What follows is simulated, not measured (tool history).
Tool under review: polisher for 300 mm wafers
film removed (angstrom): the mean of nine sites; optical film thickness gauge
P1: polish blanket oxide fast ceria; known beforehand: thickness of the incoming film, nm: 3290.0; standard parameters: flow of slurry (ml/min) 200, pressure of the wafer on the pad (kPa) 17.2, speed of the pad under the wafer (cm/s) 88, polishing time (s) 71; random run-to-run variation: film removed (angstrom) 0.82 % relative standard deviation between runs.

| run | hour | flow of slurry (ml/min) | pressure of the wafer on the pad (kPa) | speed of the pad under the wafer (cm/s) | polishing time (s) | wafers polished on this pad | hours since the slurry nozzle was cleaned | hours since the head pressure was calibrated | film removed (angstrom) |
|---|---|---|---|---|---|---|---|---|---|
| 1 | 9.2 | 200 | 17.2 | 88 | 71 | 549 | 250 | 258 | 8521.1 |
| 2 | 17.5 | 200 | 17.2 | 88 | 71 | 654 | 258.3 | 266.3 | 8628.3 |
| 3 | 26.7 | 200 | 7.6 | 88 | 71 | 771 | 267.5 | 275.5 | 3736.5 |
| 4 | 36.2 | 200 | 17.2 | 88 | 45 | 892 | 277 | 285 | 5494.9 |
| 5 | 42.1 | 310 | 17.2 | 88 | 71 | 968 | 282.9 | 290.9 | 8976.6 |
| 6 | 49.2 | 200 | 17.2 | 88 | 112 | 1058 | 290 | 298 | 13523 |
| 7 | 55.8 | 200 | 17.2 | 88 | 71 | 1142 | 296.6 | 304.6 | 8566.5 |
| 8 | 64.3 | 200 | 17.2 | 88 | 71 | 1250 | 305.1 | 313.1 | 8656.8 |
| 9 | 71.5 | 120 | 17.2 | 48 | 71 | 1342 | 312.3 | 320.3 | 4216.4 |
| 10 | 77.7 | 120 | 17.2 | 88 | 71 | 1421 | 318.5 | 326.5 | 7847.6 |
| 11 | 83.1 | 200 | 17.2 | 136 | 71 | 1490 | 323.9 | 331.9 | 13334 |
| 12 | 90.7 | 200 | 17.2 | 88 | 71 | 1587 | 331.5 | 339.5 | 8503.3 |
| 13 | 96.8 | 200 | 11 | 88 | 106 | 1664 | 337.6 | 345.6 | 8261 |
| 14 | 106.2 | 200 | 17.2 | 44 | 71 | 1784 | 347 | 355 | 4267.2 |
| 15 | 116.4 | 200 | 17.2 | 88 | 71 | 1914 | 357.2 | 365.2 | 8529.1 |
| 16 | 125.8 | 200 | 26.2 | 88 | 71 | 2034 | 366.6 | 374.6 | 13023 |
| 17 | 132 | 200 | 17.2 | 88 | 71 | 2113 | 372.8 | 380.8 | 8487.5 |
| 18 | 139.5 | 200 | 17.2 | 88 | 71 | 2208 | 380.3 | 388.3 | 8557.1 |
| 19 | 146.3 | 200 | 17.2 | 88 | 71 | 2295 | 387.1 | 395.1 | 8432.3 |
| 20 | 155.4 | 200 | 17.2 | 88 | 71 | 2411 | 396.2 | 404.2 | 8309.2 |
| 21 | 163.7 | 200 | 17.2 | 88 | 71 | 2516 | 404.5 | 412.5 | 8120.4 |
| 22 | 171.7 | 200 | 17.2 | 88 | 71 | 2618 | 412.5 | 420.5 | 8101.8 |
|  | 174.5 | head pressure recalibrated |
| 23 | 181.1 | 200 | 17.2 | 88 | 71 | 2738 | 421.9 | 6.6 | 8010.2 |
| 24 | 186.2 | 200 | 17.2 | 88 | 71 | 2803 | 427 | 11.7 | 7963.3 |
| 25 | 192.3 | 200 | 17.2 | 88 | 71 | 2881 | 433.1 | 17.8 | 8031 |
| 26 | 200.3 | 200 | 17.2 | 88 | 71 | 2983 | 441.1 | 25.8 | 7810.9 |
| 27 | 208.6 | 200 | 17.2 | 88 | 71 | 3088 | 449.4 | 34.1 | 7925.7 |

P1 no longer gives what it gave before; its output has crept away from where it was. The following 2 causes, each at its listed size, fit the log equally well:
A: removal rate lost through wear of the pad, % = 7.51
B: slurry flow missing at the pad, % = 37.6
Onset of the creep was near hour 139.5.
Excluded causes, each with its reason:
head's pressure below its setpoint, %: its service at hour 174.5 followed the start of the drift and did not put the process back to its old value

Of the 4 check runs below, each run on 5 wafers with the results averaged and each result still a question mark, which one would tell the listed causes apart?
| check 1 | 216.9 | 200 | 8.3 | 130 | 71 |  |  |  | ? |
| check 2 | 216.9 | 310 | 17.2 | 88 | 99 |  |  |  | ? |
| check 3 | 216.9 | 200 | 17.2 | 60 | 97 |  |  |  | ? |
| check 4 | 216.9 | 200 | 17.2 | 106 | 71 |  |  |  | ? |

Predicted outcomes, by check and by cause:
| check | result | if A | if B |
|---|---|---|---|
| check 1 | film removed (angstrom) | 5619.7 | 5619 |
| check 2 | film removed (angstrom) | 11586 | 11895 |
| check 3 | film removed (angstrom) | 7382.3 | 7381.4 |
| check 4 | film removed (angstrom) | 9546.2 | 9545.1 |
Per check, the gap between the least separated pair of causes, taken in the result that splits them most: check 1 0.01 %; check 2 2.63 %; check 3 0.01 %; check 4 0.01 %
Only check 2 tells the causes apart: in the others they would give nearly the same result.

Here is what check 2 returned: film removed (angstrom) 11915. Which cause is it?

The correct cause is B, namely: slurry flow missing at the pad, %.

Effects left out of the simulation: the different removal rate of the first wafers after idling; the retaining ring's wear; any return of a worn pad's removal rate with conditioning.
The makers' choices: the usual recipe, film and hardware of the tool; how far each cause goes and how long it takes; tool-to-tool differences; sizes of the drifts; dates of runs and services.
